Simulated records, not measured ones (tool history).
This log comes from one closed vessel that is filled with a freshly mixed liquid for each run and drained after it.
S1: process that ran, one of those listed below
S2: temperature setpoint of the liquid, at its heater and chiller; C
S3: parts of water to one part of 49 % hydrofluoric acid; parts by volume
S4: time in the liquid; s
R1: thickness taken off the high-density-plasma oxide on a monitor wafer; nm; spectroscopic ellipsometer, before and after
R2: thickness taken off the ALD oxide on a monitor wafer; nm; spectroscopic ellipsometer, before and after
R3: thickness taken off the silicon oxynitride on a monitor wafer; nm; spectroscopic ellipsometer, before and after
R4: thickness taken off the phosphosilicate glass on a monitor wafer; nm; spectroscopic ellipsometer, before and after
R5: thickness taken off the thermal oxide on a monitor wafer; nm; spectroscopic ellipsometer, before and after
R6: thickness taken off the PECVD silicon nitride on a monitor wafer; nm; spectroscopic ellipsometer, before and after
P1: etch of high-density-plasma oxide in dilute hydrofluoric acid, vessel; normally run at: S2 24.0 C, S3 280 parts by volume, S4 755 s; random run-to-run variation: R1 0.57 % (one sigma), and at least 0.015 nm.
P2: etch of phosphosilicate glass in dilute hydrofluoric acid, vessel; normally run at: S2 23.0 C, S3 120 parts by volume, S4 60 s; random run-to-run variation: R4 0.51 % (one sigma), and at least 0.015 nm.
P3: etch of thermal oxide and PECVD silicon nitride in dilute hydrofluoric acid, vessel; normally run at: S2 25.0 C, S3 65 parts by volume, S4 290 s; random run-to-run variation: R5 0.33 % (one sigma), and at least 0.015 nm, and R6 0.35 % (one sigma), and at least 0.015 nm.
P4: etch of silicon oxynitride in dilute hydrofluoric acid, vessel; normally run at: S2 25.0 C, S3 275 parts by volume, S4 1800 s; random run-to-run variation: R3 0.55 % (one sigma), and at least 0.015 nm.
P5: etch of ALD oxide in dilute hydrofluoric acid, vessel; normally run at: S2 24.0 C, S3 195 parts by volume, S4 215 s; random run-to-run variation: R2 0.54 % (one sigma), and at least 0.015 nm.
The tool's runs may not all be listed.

run,hour,S1,S2,S3,S4,R1,R2,R3,R4,R5,R6
1,4.6,P1,24.0,280,755,12.3140,,,,,
2,9.8,P1,24.0,280,755,12.2920,,,,,
3,13.2,P5,17.0,195,215,,24.2030,,,,
4,17.7,P1,24.0,140,755,28.5510,,,,,
5,23.2,P1,24.0,280,755,12.2520,,,,,
6,29.0,P5,24.0,195,30,,4.4474,,,,
7,34.4,P4,25.0,480,1800,,,4.7439,,,
8,38.7,P2,23.0,220,60,,,,26.845,,
9,45.0,P1,29.0,490,755,6.8190,,,,,
10,51.2,P1,24.0,280,1095,18.0290,,,,,
11,54.4,P1,24.0,280,755,12.2140,,,,,
12,59.3,P1,24.0,405,755,7.5296,,,,,
13,64.4,P4,25.0,275,3235,,,17.2050,,,
14,70.0,P3,29.0,65,290,,,,,26.470,30.396
15,75.8,P5,24.0,195,215,,31.8960,,,,
16,81.6,P1,18.0,280,755,10.0130,,,,,
17,87.9,P1,24.0,280,755,12.2840,,,,,
18,93.0,P3,25.0,65,290,,,,,22.709,23.333
19,96.5,P3,25.0,65,545,,,,,42.663,43.892
20,99.9,P3,25.0,20,290,,,,,78.473,73.269
21,103.3,P1,24.0,280,125,2.0502,,,,,
22,107.3,P4,30.5,275,1800,,,12.1200,,,
23,112.0,P2,23.0,120,60,,,,54.140,,
# hour 112.5: hydrofluoric acid flow meter replaced
24,115.0,P1,24.0,280,755,12.3550,,,,,
25,121.0,P1,29.5,280,755,14.8310,,,,,
26,126.2,P2,30.0,120,60,,,,71.193,,
27,130.3,P4,25.0,275,1800,,,9.5557,,,
28,134.9,P5,24.0,350,215,,15.1870,,,,
29,140.9,P2,23.0,120,115,,,,104.150,,
30,144.5,P1,24.0,280,755,12.3990,,,,,
31,150.5,P1,24.0,280,755,12.7150,,,,,
32,156.0,P1,24.0,280,755,13.1000,,,,,
33,159.3,P1,24.0,280,755,13.1370,,,,,
34,163.6,P1,24.0,280,755,13.1850,,,,,
35,169.4,P1,24.0,280,755,13.3130,,,,,
36,174.2,P1,24.0,280,755,13.2730,,,,,
37,179.6,P1,24.0,280,755,13.4520,,,,,
38,185.0,P1,24.0,280,755,13.3580,,,,,

What P1 gives has crept off from where it sat before. The 2 causes that follow fit the log equally well, each at the size noted:
A: liquid hotter than its thermometer reads (K) = 2.31
B: hydrofluoric acid flow above the setpoint (%) = 6.48
The drift started at roughly hour 144.5.

Of the 4 check runs listed below, each run on one wafer and each result written as a question mark, which would let you distinguish the listed causes because they would give clearly different results?
check 1,190.4,P2,29.5,200,60,,,,?,,
check 2,190.4,P5,24.0,350,215,,?,,,,
check 3,190.4,P4,25.0,370,1800,,,?,,,
check 4,190.4,P3,25.0,45,535,,,,,?,?

Check results expected under each cause:
check,result,if A,if B
check 1,R4,40.995,40.930
check 2,R2,16.4270,16.5260
check 3,R3,7.3438,7.2382
check 4,R5,68.281,66.443
check 4,R6,71.916,65.576
Per check, the gap between the least separated pair of causes, taken in the result that splits them most: check 1 0.16 %; check 2 0.6 %; check 3 1.45 %; check 4 9.23 %
Of the check runs offered, only check 4 discriminates between the causes; the rest would read about the same regardless of which cause applies.

The results of check 4 are: R5 68.409 nm; R6 72.411 nm. Based on these, which of the listed causes is it?

The cause is A: liquid hotter than its thermometer reads (K).
